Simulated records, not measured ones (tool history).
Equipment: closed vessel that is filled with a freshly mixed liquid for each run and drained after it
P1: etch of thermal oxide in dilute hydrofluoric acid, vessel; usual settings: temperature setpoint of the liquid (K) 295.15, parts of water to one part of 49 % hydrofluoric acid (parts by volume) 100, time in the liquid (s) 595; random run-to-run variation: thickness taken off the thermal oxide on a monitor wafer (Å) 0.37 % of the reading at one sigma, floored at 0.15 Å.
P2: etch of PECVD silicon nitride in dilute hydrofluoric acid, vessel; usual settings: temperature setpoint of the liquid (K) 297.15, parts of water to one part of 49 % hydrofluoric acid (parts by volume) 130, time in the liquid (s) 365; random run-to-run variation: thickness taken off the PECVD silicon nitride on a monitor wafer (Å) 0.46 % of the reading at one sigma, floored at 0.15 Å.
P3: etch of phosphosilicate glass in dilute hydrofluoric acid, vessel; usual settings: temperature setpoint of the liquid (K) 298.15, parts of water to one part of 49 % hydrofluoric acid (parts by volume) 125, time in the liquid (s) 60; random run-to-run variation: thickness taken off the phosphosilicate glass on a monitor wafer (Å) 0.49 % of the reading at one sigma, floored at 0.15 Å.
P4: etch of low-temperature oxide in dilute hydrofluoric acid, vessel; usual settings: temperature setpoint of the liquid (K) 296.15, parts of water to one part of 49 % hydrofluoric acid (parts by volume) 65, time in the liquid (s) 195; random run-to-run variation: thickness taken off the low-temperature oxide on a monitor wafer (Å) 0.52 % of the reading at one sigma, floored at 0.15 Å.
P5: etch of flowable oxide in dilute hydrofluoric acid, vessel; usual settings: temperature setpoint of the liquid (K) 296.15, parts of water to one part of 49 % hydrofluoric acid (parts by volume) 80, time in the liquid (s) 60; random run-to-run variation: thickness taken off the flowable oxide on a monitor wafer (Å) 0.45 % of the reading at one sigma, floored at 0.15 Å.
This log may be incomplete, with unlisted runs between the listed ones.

run,day,process that ran,temperature setpoint of the liquid (K),parts of water to one part of 49 % hydrofluoric acid (parts by volume),time in the liquid (s),thickness taken off the thermal oxide on a monitor wafer (Å),thickness taken off the phosphosilicate glass on a monitor wafer (Å),thickness taken off the PECVD silicon nitride on a monitor wafer (Å),thickness taken off the low-temperature oxide on a monitor wafer (Å),thickness taken off the flowable oxide on a monitor wafer (Å)
1,0.396,P1,295.15,100,595,239.62,,,,
2,0.821,P3,298.15,125,60,,412.78,,,
3,1.079,P2,297.15,130,650,,,199.150,,
4,1.517,P4,296.15,65,195,,,,598.440,
5,1.879,P4,296.15,40,195,,,,1017.300,
6,2.171,P1,295.15,100,1050,422.54,,,,
7,2.475,P4,296.15,65,195,,,,604.440,
8,2.783,P3,298.15,125,60,,412.63,,,
9,3.029,P5,296.15,80,60,,,,,212.57
10,3.312,P2,297.15,130,365,,,111.980,,
11,3.529,P2,297.15,130,365,,,111.590,,
12,3.812,P2,290.15,130,365,,,70.372,,
# day 3.871: thermometer replaced
13,4.175,P1,295.15,180,595,122.44,,,,
14,4.379,P3,298.15,125,30,,206.86,,,
15,4.758,P1,298.65,45,595,657.92,,,,
16,5.046,P1,295.15,35,595,742.95,,,,
17,5.275,P4,296.15,65,30,,,,92.682,
18,5.542,P1,290.15,155,595,119.15,,,,
19,5.767,P1,295.15,100,595,240.78,,,,
20,6.125,P3,293.65,125,60,,343.08,,,
21,6.525,P4,300.65,65,195,,,,720.710,
22,6.783,P5,296.15,80,100,,,,,352.12
23,7.162,P1,295.15,100,595,241.05,,,,
24,7.471,P1,300.65,100,595,296.62,,,,
25,7.708,P2,297.15,220,365,,,65.967,,
26,7.912,P5,296.15,140,60,,,,,113.15
27,8.183,P1,295.15,100,595,240.31,,,,
28,8.388,P1,295.15,100,320,129.03,,,,
29,8.758,P3,298.15,65,60,,854.57,,,
30,9.200,P5,291.65,80,60,,,,,174.02
31,9.592,P1,290.15,100,595,195.57,,,,
32,9.925,P1,295.15,100,595,239.76,,,,
33,10.150,P1,295.15,100,595,236.61,,,,
34,10.508,P1,295.15,100,595,230.05,,,,
35,10.750,P1,295.15,100,595,227.92,,,,
36,11.062,P1,295.15,100,595,225.83,,,,
37,11.375,P1,295.15,100,595,222.71,,,,
38,11.683,P1,295.15,100,595,223.43,,,,
39,12.071,P1,295.15,100,595,221.45,,,,
40,12.433,P1,295.15,100,595,221.57,,,,

Run 41 is up next; what results do you expect?
41,12.762,P1,295.15,100,595,?,,,,

thickness taken off the thermal oxide on a monitor wafer (Å): 222.19

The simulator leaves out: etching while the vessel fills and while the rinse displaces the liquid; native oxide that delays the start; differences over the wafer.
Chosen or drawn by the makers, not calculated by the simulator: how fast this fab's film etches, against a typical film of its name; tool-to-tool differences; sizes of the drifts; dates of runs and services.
